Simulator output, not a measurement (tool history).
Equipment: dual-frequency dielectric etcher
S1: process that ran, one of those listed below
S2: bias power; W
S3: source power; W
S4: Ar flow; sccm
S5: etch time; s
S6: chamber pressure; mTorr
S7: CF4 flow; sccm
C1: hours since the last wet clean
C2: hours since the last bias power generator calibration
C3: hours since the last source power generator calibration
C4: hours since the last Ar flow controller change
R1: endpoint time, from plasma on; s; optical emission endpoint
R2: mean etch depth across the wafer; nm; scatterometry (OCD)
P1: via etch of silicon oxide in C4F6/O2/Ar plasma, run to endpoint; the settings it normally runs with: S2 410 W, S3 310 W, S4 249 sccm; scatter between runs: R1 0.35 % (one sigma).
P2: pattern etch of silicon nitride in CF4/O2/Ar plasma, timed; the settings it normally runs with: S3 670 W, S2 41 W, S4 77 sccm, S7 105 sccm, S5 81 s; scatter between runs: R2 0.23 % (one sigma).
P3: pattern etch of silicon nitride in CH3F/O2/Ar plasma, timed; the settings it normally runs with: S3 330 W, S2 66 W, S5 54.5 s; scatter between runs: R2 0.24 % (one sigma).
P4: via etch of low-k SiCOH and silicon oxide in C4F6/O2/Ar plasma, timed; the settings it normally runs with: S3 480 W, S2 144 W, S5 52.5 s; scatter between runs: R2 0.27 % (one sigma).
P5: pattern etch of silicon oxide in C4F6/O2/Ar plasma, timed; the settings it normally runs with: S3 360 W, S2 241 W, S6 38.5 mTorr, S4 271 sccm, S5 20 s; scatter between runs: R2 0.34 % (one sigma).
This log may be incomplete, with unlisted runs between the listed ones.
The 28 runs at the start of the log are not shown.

{"run": 29, "hour": 422.8, "S1": "P1", "S2": 410, "S3": 310, "S4": 249, "C1": 702.9, "C2": 1269.3, "C3": 896.6, "C4": 4097.6, "R1": 18.201}
{"run": 30, "hour": 434.9, "S1": "P1", "S2": 251, "S3": 310, "S4": 249, "C1": 715, "C2": 1281.4, "C3": 908.7, "C4": 4109.7, "R1": 21.686}
{"run": 31, "hour": 446.1, "S1": "P2", "S2": 41, "S3": 670, "S4": 77, "S5": 81, "S7": 73, "C1": 726.2, "C2": 1292.6, "C3": 919.9, "C4": 4120.9, "R2": 181.91}
{"run": 32, "hour": 457.5, "S1": "P3", "S2": 66, "S3": 330, "S5": 37, "C1": 737.6, "C2": 1304, "C3": 931.3, "C4": 4132.3, "R2": 23.63}
{"run": 33, "hour": 475.4, "S1": "P4", "S2": 144, "S3": 480, "S5": 52.5, "C1": 755.5, "C2": 1321.9, "C3": 949.2, "C4": 4150.2, "R2": 138.15}
{"run": 34, "hour": 485.6, "S1": "P2", "S2": 57, "S3": 670, "S4": 77, "S5": 81, "S7": 105, "C1": 765.7, "C2": 1332.1, "C3": 959.4, "C4": 4160.4, "R2": 214.18}
{"run": 35, "hour": 498.0, "S1": "P1", "S2": 410, "S3": 310, "S4": 249, "C1": 778.1, "C2": 1344.5, "C3": 971.8, "C4": 4172.8, "R1": 18.203}
{"run": 36, "hour": 506.8, "S1": "P1", "S2": 410, "S3": 310, "S4": 249, "C1": 786.9, "C2": 1353.3, "C3": 980.6, "C4": 4181.6, "R1": 18.374}
{"run": 37, "hour": 525.5, "S1": "P1", "S2": 410, "S3": 310, "S4": 249, "C1": 805.6, "C2": 1372, "C3": 999.3, "C4": 4200.3, "R1": 18.422}
{"run": 38, "hour": 534.6, "S1": "P1", "S2": 410, "S3": 310, "S4": 249, "C1": 814.7, "C2": 1381.1, "C3": 1008.4, "C4": 4209.4, "R1": 18.507}
{"run": 39, "hour": 546.8, "S1": "P1", "S2": 410, "S3": 310, "S4": 249, "C1": 826.9, "C2": 1393.3, "C3": 1020.6, "C4": 4221.6, "R1": 18.458}
{"run": 40, "hour": 556.0, "S1": "P1", "S2": 410, "S3": 310, "S4": 249, "C1": 836.1, "C2": 1402.5, "C3": 1029.8, "C4": 4230.8, "R1": 18.464}

Run 41 is up next; what results do you expect?
{"hour": 556.4, "done": "wet clean of the chamber"}
{"run": 41, "hour": 569.8, "S1": "P1", "S2": 410, "S3": 310, "S4": 249, "C1": 13.4, "C2": 1416.3, "C3": 1043.6, "C4": 4244.6, "R1": "?"}

{"run 41": {"R1": 18.619}}
